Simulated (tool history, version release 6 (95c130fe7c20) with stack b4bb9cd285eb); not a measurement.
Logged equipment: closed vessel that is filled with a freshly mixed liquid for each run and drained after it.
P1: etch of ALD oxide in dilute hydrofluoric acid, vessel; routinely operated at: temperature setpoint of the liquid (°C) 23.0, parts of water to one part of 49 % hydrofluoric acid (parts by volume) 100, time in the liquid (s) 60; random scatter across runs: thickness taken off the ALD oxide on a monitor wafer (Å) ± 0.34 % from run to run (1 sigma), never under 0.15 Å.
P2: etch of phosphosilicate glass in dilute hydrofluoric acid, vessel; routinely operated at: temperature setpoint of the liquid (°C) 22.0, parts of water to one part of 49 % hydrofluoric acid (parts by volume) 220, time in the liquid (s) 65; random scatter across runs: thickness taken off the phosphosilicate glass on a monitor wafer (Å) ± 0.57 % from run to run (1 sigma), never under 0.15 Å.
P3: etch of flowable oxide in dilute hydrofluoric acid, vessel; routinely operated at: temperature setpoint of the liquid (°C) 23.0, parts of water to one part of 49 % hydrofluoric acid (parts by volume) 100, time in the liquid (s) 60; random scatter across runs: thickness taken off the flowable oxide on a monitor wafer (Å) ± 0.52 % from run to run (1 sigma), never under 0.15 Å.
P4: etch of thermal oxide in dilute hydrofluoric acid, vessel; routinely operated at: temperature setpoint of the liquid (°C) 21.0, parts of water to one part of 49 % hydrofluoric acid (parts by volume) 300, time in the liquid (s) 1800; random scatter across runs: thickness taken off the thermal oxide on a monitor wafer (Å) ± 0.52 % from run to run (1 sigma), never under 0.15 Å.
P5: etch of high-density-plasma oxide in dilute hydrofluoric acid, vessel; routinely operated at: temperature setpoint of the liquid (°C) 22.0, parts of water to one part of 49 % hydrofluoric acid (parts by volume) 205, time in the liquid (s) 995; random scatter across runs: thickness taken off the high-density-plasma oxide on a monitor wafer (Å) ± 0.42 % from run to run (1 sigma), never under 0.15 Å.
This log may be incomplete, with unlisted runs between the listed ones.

| run | hour | process that ran | temperature setpoint of the liquid (°C) | parts of water to one part of 49 % hydrofluoric acid (parts by volume) | time in the liquid (s) | thickness taken off the ALD oxide on a monitor wafer (Å) | thickness taken off the flowable oxide on a monitor wafer (Å) | thickness taken off the phosphosilicate glass on a monitor wafer (Å) | thickness taken off the high-density-plasma oxide on a monitor wafer (Å) | thickness taken off the thermal oxide on a monitor wafer (Å) |
|---|---|---|---|---|---|---|---|---|---|---|
| 1 | 4.8 | P1 | 23.0 | 100 | 60 | 180.520 |  |  |  |  |
| 2 | 9.5 | P3 | 23.0 | 155 | 60 |  | 176.29 |  |  |  |
| 3 | 12.0 | P1 | 23.0 | 100 | 60 | 179.730 |  |  |  |  |
| 4 | 16.8 | P1 | 23.0 | 140 | 60 | 123.340 |  |  |  |  |
| 5 | 20.1 | P1 | 23.0 | 100 | 110 | 332.040 |  |  |  |  |
| 6 | 23.8 | P1 | 23.0 | 100 | 60 | 181.240 |  |  |  |  |
| 7 | 26.3 | P2 | 22.0 | 220 | 65 |  |  | 267.37 |  |  |
| 8 | 30.3 | P5 | 28.0 | 205 | 995 |  |  |  | 447.340 |  |
| 9 | 33.0 | P4 | 21.0 | 460 | 1800 |  |  |  |  | 115.530 |
| 10 | 35.5 | P1 | 23.0 | 100 | 60 | 180.570 |  |  |  |  |
| 11 | 38.8 | P1 | 31.5 | 100 | 60 | 249.750 |  |  |  |  |
| 12 | 43.7 | P5 | 22.0 | 205 | 50 |  |  |  | 18.521 |  |
| 13 | 47.6 | P5 | 22.0 | 205 | 995 |  |  |  | 362.370 |  |
| 14 | 50.0 | P4 | 28.5 | 300 | 1800 |  |  |  |  | 262.560 |
| 15 | 53.0 | P2 | 22.0 | 125 | 65 |  |  | 522.10 |  |  |
| 16 | 55.5 | P3 | 29.5 | 100 | 60 |  | 376.40 |  |  |  |
| 17 | 59.6 | P5 | 22.0 | 65 | 995 |  |  |  | 1336.800 |  |
|  | 60.2 | hydrofluoric acid flow meter replaced |
| 18 | 62.6 | P1 | 23.0 | 100 | 60 | 181.190 |  |  |  |  |
| 19 | 67.4 | P1 | 17.0 | 100 | 85 | 200.360 |  |  |  |  |
| 20 | 71.2 | P1 | 17.0 | 100 | 60 | 140.240 |  |  |  |  |
| 21 | 73.6 | P4 | 21.0 | 300 | 1800 |  |  |  |  | 203.170 |
| 22 | 77.5 | P4 | 21.0 | 300 | 470 |  |  |  |  | 52.828 |
| 23 | 81.3 | P1 | 23.0 | 100 | 30 | 89.152 |  |  |  |  |
| 24 | 86.4 | P5 | 22.0 | 205 | 995 |  |  |  | 363.670 |  |
| 25 | 91.2 | P2 | 22.0 | 220 | 30 |  |  | 123.75 |  |  |
| 26 | 96.1 | P3 | 23.0 | 100 | 115 |  | 555.25 |  |  |  |
| 27 | 100.4 | P2 | 17.0 | 220 | 65 |  |  | 222.79 |  |  |
| 28 | 105.4 | P4 | 21.0 | 300 | 1800 |  |  |  |  | 201.150 |
| 29 | 108.9 | P1 | 23.0 | 40 | 60 | 484.070 |  |  |  |  |
| 30 | 113.0 | P3 | 23.0 | 100 | 60 |  | 289.28 |  |  |  |
| 31 | 116.9 | P1 | 23.0 | 100 | 60 | 179.990 |  |  |  |  |
| 32 | 122.0 | P1 | 23.0 | 100 | 60 | 171.260 |  |  |  |  |
| 33 | 126.4 | P1 | 23.0 | 100 | 60 | 167.980 |  |  |  |  |
| 34 | 131.3 | P1 | 23.0 | 100 | 60 | 166.150 |  |  |  |  |
| 35 | 134.3 | P1 | 23.0 | 100 | 60 | 165.490 |  |  |  |  |
| 36 | 137.5 | P1 | 23.0 | 100 | 60 | 165.280 |  |  |  |  |
| 37 | 140.0 | P1 | 23.0 | 100 | 60 | 164.780 |  |  |  |  |
| 38 | 145.0 | P1 | 23.0 | 100 | 60 | 163.150 |  |  |  |  |
| 39 | 149.0 | P1 | 23.0 | 100 | 60 | 163.170 |  |  |  |  |
| 40 | 153.3 | P1 | 23.0 | 100 | 60 | 162.510 |  |  |  |  |

What P1 gives has crept away from where it was. These 2 causes fit the log equally well, each at the size given:
A: hydrofluoric acid flow below the setpoint (%) = 8.42
B: liquid colder than its thermometer reads (K) = 2.45
Creep in the process output first set in at about hour 116.9.

Below are 4 check runs, each on a single wafer, with their results shown as question marks. Which of them would tell the listed causes apart, meaning the causes would give clearly different results under it?
| check 1 | 157.6 | P3 | 23.0 | 135 | 115 |  | ? |  |  |  |
| check 2 | 157.6 | P2 | 17.0 | 220 | 40 |  |  | ? |  |  |
| check 3 | 157.6 | P4 | 25.0 | 405 | 1800 |  |  |  |  | ? |
| check 4 | 157.6 | P5 | 27.0 | 75 | 995 |  |  |  | ? |  |

Predicted outcomes, by check and by cause:
| check | result | if A | if B |
|---|---|---|---|
| check 1 | thickness taken off the flowable oxide on a monitor wafer (Å) | 359.55 | 361.43 |
| check 2 | thickness taken off the phosphosilicate glass on a monitor wafer (Å) | 122.24 | 123.21 |
| check 3 | thickness taken off the thermal oxide on a monitor wafer (Å) | 138.860 | 144.650 |
| check 4 | thickness taken off the high-density-plasma oxide on a monitor wafer (Å) | 1268.500 | 1268.500 |
Per check, the gap between the least separated pair of causes, taken in the result that splits them most: check 1 0.52 %; check 2 0.79 %; check 3 4.08 %; check 4 0 %
Check 3 tells the causes apart: in the others they would give nearly the same result.

Check 3 was carried out, with these results: thickness taken off the thermal oxide on a monitor wafer (Å) 139.350. Which of the listed causes is responsible?

It was cause A: hydrofluoric acid flow below the setpoint (%).
